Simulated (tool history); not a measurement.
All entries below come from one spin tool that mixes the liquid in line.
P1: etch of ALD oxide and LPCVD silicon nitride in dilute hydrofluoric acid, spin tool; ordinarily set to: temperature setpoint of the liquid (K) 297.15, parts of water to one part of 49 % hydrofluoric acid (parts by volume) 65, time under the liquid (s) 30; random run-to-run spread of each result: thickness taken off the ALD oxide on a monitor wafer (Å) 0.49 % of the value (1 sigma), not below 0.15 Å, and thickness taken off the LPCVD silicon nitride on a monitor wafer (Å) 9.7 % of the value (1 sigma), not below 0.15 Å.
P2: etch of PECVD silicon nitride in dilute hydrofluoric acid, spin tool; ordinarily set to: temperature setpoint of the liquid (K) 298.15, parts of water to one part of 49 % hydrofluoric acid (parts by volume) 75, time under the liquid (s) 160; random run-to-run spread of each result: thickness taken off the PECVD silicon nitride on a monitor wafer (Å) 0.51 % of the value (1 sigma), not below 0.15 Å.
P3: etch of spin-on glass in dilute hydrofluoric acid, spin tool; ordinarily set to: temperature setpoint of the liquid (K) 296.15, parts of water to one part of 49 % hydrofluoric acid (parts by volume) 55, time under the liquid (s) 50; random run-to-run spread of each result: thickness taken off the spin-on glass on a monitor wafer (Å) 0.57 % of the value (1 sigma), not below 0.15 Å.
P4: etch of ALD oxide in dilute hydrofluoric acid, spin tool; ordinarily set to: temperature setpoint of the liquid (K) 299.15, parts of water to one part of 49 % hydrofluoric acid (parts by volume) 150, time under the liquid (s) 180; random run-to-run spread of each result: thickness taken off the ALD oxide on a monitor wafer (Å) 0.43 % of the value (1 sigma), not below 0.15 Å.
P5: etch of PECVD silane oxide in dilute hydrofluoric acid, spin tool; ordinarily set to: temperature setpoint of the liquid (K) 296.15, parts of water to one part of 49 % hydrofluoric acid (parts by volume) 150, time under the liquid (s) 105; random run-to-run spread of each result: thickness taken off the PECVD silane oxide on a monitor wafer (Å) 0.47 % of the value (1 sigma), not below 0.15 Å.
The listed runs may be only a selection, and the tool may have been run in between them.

run   hour  process that ran  temperature setpoint of the liquid (K)  parts of water to one part of 49 % hydrofluoric acid (parts by volume)  time under the liquid (s)  hours since the thermometer was replaced  hours since the hydrofluoric acid flow meter was replaced  thickness taken off the ALD oxide on a monitor wafer (Å)  thickness taken off the LPCVD silicon nitride on a monitor wafer (Å)  thickness taken off the spin-on glass on a monitor wafer (Å)  thickness taken off the PECVD silane oxide on a monitor wafer (Å)  thickness taken off the PECVD silicon nitride on a monitor wafer (Å)
  1    8.8                P1                                  297.15                                                                      65                         30                                    1466.4                                                      280.5                                                    69.781                                                                2.1576
  2   20.2                P1                                  304.15                                                                      65                         30                                    1477.8                                                      291.9                                                    91.472                                                                3.7698
  3   27.0                P1                                  292.65                                                                      65                         30                                    1484.6                                                      298.7                                                    57.153                                                                1.8684
  4   40.3                P3                                  296.15                                                                      90                         50                                    1497.9                                                      312.0                                                                                                                                                                                        230.03
  5   48.9                P1                                  297.15                                                                      90                         30                                    1506.5                                                      320.6                                                    48.606                                                                1.4926
  6   59.7                P3                                  296.15                                                                      55                         50                                    1517.3                                                      331.4                                                                                                                                                                                        389.28
  7   72.3                P5                                  290.15                                                                     150                        105                                    1529.9                                                      344.0                                                                                                                                                                                                                                                          110.150
  8   83.4                P1                                  302.65                                                                      65                         45                                    1541.0                                                      355.1                                                   128.740                                                                5.2353
  9   97.3                P5                                  296.15                                                                     150                        105                                    1554.9                                                      369.0                                                                                                                                                                                                                                                          139.050
 10  110.7                P5                                  296.15                                                                     150                        105                                    1568.3                                                      382.4                                                                                                                                                                                                                                                          139.850
 11  122.9                P5                                  296.15                                                                     150                         40                                    1580.5                                                      394.6                                                                                                                                                                                                                                                           52.661
 12  130.3                P2                                  298.15                                                                     115                        160                                    1587.9                                                      402.0                                                                                                                                                                                                                                                                                                                                 31.249
 13  140.9                P1                                  297.15                                                                      65                         30                                    1598.5                                                      412.6                                                    69.566                                                                2.2324
 14  154.5                P1                                  297.15                                                                      65                         30                                    1612.1                                                      426.2                                                    68.792                                                                2.3706
 15  164.0                P2                                  298.15                                                                      75                        160                                    1621.6                                                      435.7                                                                                                                                                                                                                                                                                                                                 47.276
 16  170.6                P1                                  297.15                                                                      65                         30                                    1628.2                                                      442.3                                                    68.818                                                                2.8132
 17  178.5                P5                                  296.15                                                                     240                        105                                    1636.1                                                      450.2                                                                                                                                                                                                                                                           78.668
 18  189.3                P4                                  299.15                                                                     150                        285                                    1646.9                                                      461.0                                                   329.500
 19  202.0                P4                                  299.15                                                                     150                        180                                    1659.6                                                      473.7                                                   205.970
 20  210.5                P2                                  298.15                                                                      75                        235                                    1668.1                                                      482.2                                                                                                                                                                                                                                                                                                                                 69.710
 21  222.3                P2                                  291.65                                                                      75                        160                                    1679.9                                                      494.0                                                                                                                                                                                                                                                                                                                                 30.547

Forecast run 22:
 22  231.5                P4                                  299.15                                                                      85                        180                                    1689.1                                                      503.2                                                         ?

thickness taken off the ALD oxide on a monitor wafer (Å): 399.150
